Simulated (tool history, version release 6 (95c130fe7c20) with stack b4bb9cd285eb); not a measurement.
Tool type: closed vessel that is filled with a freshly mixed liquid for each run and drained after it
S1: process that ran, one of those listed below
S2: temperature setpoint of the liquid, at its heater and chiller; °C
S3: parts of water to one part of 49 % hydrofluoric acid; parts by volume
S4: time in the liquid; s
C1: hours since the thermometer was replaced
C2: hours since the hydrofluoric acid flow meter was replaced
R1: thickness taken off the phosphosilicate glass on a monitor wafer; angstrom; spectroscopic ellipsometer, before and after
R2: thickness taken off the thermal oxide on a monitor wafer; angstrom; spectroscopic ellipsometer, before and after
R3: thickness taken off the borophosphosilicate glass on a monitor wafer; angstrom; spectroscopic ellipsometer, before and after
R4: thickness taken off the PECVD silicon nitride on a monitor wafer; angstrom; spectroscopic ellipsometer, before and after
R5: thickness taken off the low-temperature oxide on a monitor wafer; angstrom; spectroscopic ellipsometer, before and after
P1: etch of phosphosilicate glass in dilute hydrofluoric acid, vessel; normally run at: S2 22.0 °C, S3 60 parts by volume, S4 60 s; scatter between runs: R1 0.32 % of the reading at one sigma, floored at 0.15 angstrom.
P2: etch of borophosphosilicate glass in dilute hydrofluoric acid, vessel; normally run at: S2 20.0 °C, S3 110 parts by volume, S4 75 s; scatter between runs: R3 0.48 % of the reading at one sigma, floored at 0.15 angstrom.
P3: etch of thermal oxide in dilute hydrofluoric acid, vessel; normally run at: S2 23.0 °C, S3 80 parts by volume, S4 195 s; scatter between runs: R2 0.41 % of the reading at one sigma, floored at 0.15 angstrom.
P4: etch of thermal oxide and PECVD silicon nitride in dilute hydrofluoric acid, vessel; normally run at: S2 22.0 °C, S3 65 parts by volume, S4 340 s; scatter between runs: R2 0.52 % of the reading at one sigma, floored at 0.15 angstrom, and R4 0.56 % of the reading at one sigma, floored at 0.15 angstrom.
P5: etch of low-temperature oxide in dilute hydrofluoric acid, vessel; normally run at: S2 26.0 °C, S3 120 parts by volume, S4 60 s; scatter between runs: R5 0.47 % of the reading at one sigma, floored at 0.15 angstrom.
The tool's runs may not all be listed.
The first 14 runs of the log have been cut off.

Run 15, hour 51.1: S1 P1, S2 22.0 °C, S3 35 parts by volume, S4 60 s; C1 1042.1; C2 374.2. Result: R1 1176.20 angstrom.
Run 16, hour 54.3: S1 P5, S2 26.0 °C, S3 35 parts by volume, S4 60 s; C1 1045.3; C2 377.4. Result: R5 415.71 angstrom.
Run 17, hour 57.9: S1 P2, S2 26.0 °C, S3 110 parts by volume, S4 75 s; C1 1048.9; C2 381.0. Result: R3 382.86 angstrom.
Run 18, hour 60.2: S1 P1, S2 17.0 °C, S3 60 parts by volume, S4 60 s; C1 1051.2; C2 383.3. Result: R1 534.99 angstrom.
Run 19, hour 64.1: S1 P3, S2 27.5 °C, S3 80 parts by volume, S4 195 s; C1 1055.1; C2 387.2. Result: R2 131.72 angstrom.
Run 20, hour 66.3: S1 P1, S2 22.0 °C, S3 60 parts by volume, S4 60 s; C1 1057.3; C2 389.4. Result: R1 665.54 angstrom.
Run 21, hour 68.3: S1 P1, S2 22.0 °C, S3 60 parts by volume, S4 110 s; C1 1059.3; C2 391.4. Result: R1 1213.60 angstrom.
Run 22, hour 71.9: S1 P1, S2 22.0 °C, S3 60 parts by volume, S4 60 s; C1 1062.9; C2 395.0. Result: R1 662.20 angstrom.
Run 23, hour 74.2: S1 P5, S2 26.0 °C, S3 120 parts by volume, S4 60 s; C1 1065.2; C2 397.3. Result: R5 107.51 angstrom.
Run 24, hour 76.8: S1 P2, S2 20.0 °C, S3 110 parts by volume, S4 75 s; C1 1067.8; C2 399.9. Result: R3 301.62 angstrom.
Run 25, hour 79.3: S1 P1, S2 22.0 °C, S3 60 parts by volume, S4 60 s; C1 1070.3; C2 402.4. Result: R1 659.24 angstrom.

Expected results for the next run?
Run 26, hour 82.5: S1 P1, S2 22.0 °C, S3 60 parts by volume, S4 60 s; C1 1073.5; C2 405.6. Result: R1 ?.

{"run 26": {"R1": 663.4}}

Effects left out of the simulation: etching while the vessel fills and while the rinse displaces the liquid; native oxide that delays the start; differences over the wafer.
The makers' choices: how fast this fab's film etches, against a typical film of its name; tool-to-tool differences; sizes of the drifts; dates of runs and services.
